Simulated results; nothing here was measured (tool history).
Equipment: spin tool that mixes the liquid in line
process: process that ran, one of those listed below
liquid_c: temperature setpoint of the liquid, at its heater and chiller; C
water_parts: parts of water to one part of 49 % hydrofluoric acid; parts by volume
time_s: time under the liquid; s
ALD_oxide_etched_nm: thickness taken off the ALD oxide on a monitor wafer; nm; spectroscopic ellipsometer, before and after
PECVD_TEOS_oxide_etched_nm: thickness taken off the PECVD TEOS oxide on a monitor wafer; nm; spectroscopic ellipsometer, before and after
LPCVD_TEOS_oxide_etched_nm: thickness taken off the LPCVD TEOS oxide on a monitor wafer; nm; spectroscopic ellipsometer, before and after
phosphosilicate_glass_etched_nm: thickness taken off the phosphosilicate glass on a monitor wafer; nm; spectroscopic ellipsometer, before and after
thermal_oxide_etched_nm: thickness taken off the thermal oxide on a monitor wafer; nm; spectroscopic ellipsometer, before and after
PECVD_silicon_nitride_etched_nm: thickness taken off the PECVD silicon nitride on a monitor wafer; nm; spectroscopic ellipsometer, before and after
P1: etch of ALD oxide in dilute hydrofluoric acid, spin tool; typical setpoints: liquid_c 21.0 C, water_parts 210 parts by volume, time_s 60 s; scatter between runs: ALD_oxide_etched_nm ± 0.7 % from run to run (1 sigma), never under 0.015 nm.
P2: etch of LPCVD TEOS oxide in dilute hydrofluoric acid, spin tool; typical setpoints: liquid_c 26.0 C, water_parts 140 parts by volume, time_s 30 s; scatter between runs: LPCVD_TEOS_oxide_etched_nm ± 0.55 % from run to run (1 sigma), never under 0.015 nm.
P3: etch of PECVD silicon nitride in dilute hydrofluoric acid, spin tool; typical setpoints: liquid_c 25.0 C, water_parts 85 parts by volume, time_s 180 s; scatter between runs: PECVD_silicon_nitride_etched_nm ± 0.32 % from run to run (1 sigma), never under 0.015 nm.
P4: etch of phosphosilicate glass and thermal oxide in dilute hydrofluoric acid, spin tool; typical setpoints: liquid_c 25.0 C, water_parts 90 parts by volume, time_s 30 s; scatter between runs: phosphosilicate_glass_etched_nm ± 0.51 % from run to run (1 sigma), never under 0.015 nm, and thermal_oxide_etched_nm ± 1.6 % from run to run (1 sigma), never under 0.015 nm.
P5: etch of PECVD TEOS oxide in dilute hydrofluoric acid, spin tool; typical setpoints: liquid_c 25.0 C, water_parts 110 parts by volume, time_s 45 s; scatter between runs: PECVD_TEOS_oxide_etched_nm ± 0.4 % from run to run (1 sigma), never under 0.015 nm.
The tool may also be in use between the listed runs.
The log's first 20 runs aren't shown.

| run | day | process | liquid_c | water_parts | time_s | ALD_oxide_etched_nm | PECVD_TEOS_oxide_etched_nm | LPCVD_TEOS_oxide_etched_nm | phosphosilicate_glass_etched_nm | thermal_oxide_etched_nm | PECVD_silicon_nitride_etched_nm |
|---|---|---|---|---|---|---|---|---|---|---|---|
| 21 | 10.879 | P5 | 29.0 | 110 | 45 |  | 10.2760 |  |  |  |  |
| 22 | 11.233 | P3 | 25.0 | 85 | 180 |  |  |  |  |  | 8.2298 |
| 23 | 11.712 | P1 | 21.0 | 210 | 60 | 4.08450 |  |  |  |  |  |
| 24 | 12.067 | P1 | 29.0 | 210 | 60 | 5.42460 |  |  |  |  |  |
| 25 | 12.554 | P2 | 26.0 | 140 | 30 |  |  | 6.8152 |  |  |  |
|  | 12.904 | hydrofluoric acid flow meter replaced |
| 26 | 13.058 | P1 | 21.0 | 310 | 60 | 2.48850 |  |  |  |  |  |
| 27 | 13.433 | P2 | 26.0 | 225 | 30 |  |  | 3.8166 |  |  |  |
| 28 | 14.083 | P3 | 20.5 | 85 | 180 |  |  |  |  |  | 6.0844 |
| 29 | 14.454 | P5 | 25.0 | 110 | 85 |  | 16.6460 |  |  |  |  |
| 30 | 15.138 | P1 | 21.0 | 210 | 60 | 4.03730 |  |  |  |  |  |
| 31 | 15.554 | P3 | 25.0 | 85 | 360 |  |  |  |  |  | 16.3950 |
| 32 | 16.025 | P4 | 32.5 | 90 | 30 |  |  |  | 79.847 | 2.11990 |  |
| 33 | 16.567 | P1 | 21.0 | 210 | 60 | 3.99810 |  |  |  |  |  |
| 34 | 17.008 | P1 | 21.0 | 210 | 60 | 4.17580 |  |  |  |  |  |
| 35 | 17.408 | P1 | 21.0 | 210 | 60 | 4.24720 |  |  |  |  |  |
| 36 | 17.796 | P1 | 21.0 | 210 | 60 | 4.30170 |  |  |  |  |  |
| 37 | 18.500 | P1 | 21.0 | 210 | 60 | 4.26970 |  |  |  |  |  |
| 38 | 19.162 | P1 | 21.0 | 210 | 60 | 4.40690 |  |  |  |  |  |

Forecast run 39:
| 39 | 19.617 | P1 | 21.0 | 210 | 60 | ? |  |  |  |  |  |

ALD_oxide_etched_nm: 4.40200 nm

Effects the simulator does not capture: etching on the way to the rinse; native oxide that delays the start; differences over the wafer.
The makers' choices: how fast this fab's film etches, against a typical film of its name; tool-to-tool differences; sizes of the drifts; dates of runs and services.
